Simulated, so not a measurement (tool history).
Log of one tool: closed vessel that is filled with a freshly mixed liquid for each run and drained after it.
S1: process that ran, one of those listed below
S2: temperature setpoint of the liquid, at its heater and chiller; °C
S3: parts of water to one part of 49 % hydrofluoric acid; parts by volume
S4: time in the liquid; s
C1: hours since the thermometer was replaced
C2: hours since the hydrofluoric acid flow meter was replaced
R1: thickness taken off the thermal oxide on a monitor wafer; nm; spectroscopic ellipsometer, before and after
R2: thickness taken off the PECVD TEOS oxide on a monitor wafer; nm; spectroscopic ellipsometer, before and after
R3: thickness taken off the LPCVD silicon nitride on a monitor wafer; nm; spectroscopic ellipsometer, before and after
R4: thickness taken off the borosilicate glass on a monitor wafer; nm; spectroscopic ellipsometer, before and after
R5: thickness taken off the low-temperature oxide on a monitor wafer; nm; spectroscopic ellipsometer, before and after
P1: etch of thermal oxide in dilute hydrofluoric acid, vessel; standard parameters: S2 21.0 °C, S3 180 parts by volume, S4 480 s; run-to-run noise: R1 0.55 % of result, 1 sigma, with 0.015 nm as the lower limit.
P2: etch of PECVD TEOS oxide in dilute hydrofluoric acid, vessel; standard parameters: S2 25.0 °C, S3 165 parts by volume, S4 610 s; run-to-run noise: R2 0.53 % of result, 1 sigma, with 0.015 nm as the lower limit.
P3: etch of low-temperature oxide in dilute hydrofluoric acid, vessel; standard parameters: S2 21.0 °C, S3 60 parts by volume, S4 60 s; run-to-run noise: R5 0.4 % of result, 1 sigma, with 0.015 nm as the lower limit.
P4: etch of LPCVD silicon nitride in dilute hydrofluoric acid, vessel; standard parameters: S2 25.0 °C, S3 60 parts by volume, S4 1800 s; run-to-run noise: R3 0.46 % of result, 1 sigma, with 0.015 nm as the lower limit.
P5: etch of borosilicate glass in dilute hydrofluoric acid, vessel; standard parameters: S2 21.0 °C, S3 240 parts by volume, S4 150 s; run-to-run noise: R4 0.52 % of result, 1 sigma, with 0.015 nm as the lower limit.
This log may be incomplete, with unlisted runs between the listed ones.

run	hour	S1	S2	S3	S4	C1	C2	R1	R2	R3	R4	R5
1	4.9	P1	21.0	180	480	767.7	114.4	10.9520				
2	9.4	P2	25.0	165	610	772.2	118.9		35.594			
3	17.3	P1	21.0	180	480	780.1	126.8	10.8830				
4	22.9	P4	25.0	60	1800	785.7	132.4			16.6970		
5	31.6	P1	28.0	245	480	794.4	141.1	9.6307				
6	37.4	P1	21.0	95	480	800.2	146.9	22.5800				
7	44.5	P1	21.0	180	480	807.3	154.0	10.9480				
8	50.4	P1	26.0	180	480	813.2	159.9	13.1260				
9	57.3	P4	25.0	30	1800	820.1	166.8			33.0910		
10	62.4	P5	25.0	240	150	825.2	171.9				19.568	
11	70.0	P3	26.0	60	60	832.8	179.5					26.500
12	75.7	P3	21.0	60	60	838.5	185.2					21.602
13	82.9	P2	25.0	165	610	845.7	192.4		35.407			
14	90.5	P3	21.0	60	110	853.3	200.0					39.867
15	97.4	P1	21.0	180	480	860.2	206.9	10.9770				
16	104.8	P4	32.5	60	1800	867.6	214.3			27.1440		
17	109.2	P2	25.0	165	955	872.0	218.7		55.058			
18	118.8	P5	21.0	240	30	881.6	228.3				3.365	
19	128.2	P5	21.0	240	150	891.0	237.7				16.904	
20	137.0	P4	25.0	60	1800	899.8	246.5			16.6260		
21	142.7	P5	21.0	240	150	905.5	252.2				16.849	
22	150.9	P1	21.0	180	480	913.7	260.4	10.8480				
23	157.2	P1	21.0	180	85	920.0	266.7	1.9393				
24	163.4	P5	21.0	135	150	926.2	272.9				33.421	
25	170.1	P2	25.0	295	610	932.9	279.6		17.141			
26	179.0	P1	21.0	325	480	941.8	288.5	5.2861				

For run 27, what comes out?
27	188.6	P4	25.0	60	980	951.4	298.1			?		

R3: 9.0645 nm

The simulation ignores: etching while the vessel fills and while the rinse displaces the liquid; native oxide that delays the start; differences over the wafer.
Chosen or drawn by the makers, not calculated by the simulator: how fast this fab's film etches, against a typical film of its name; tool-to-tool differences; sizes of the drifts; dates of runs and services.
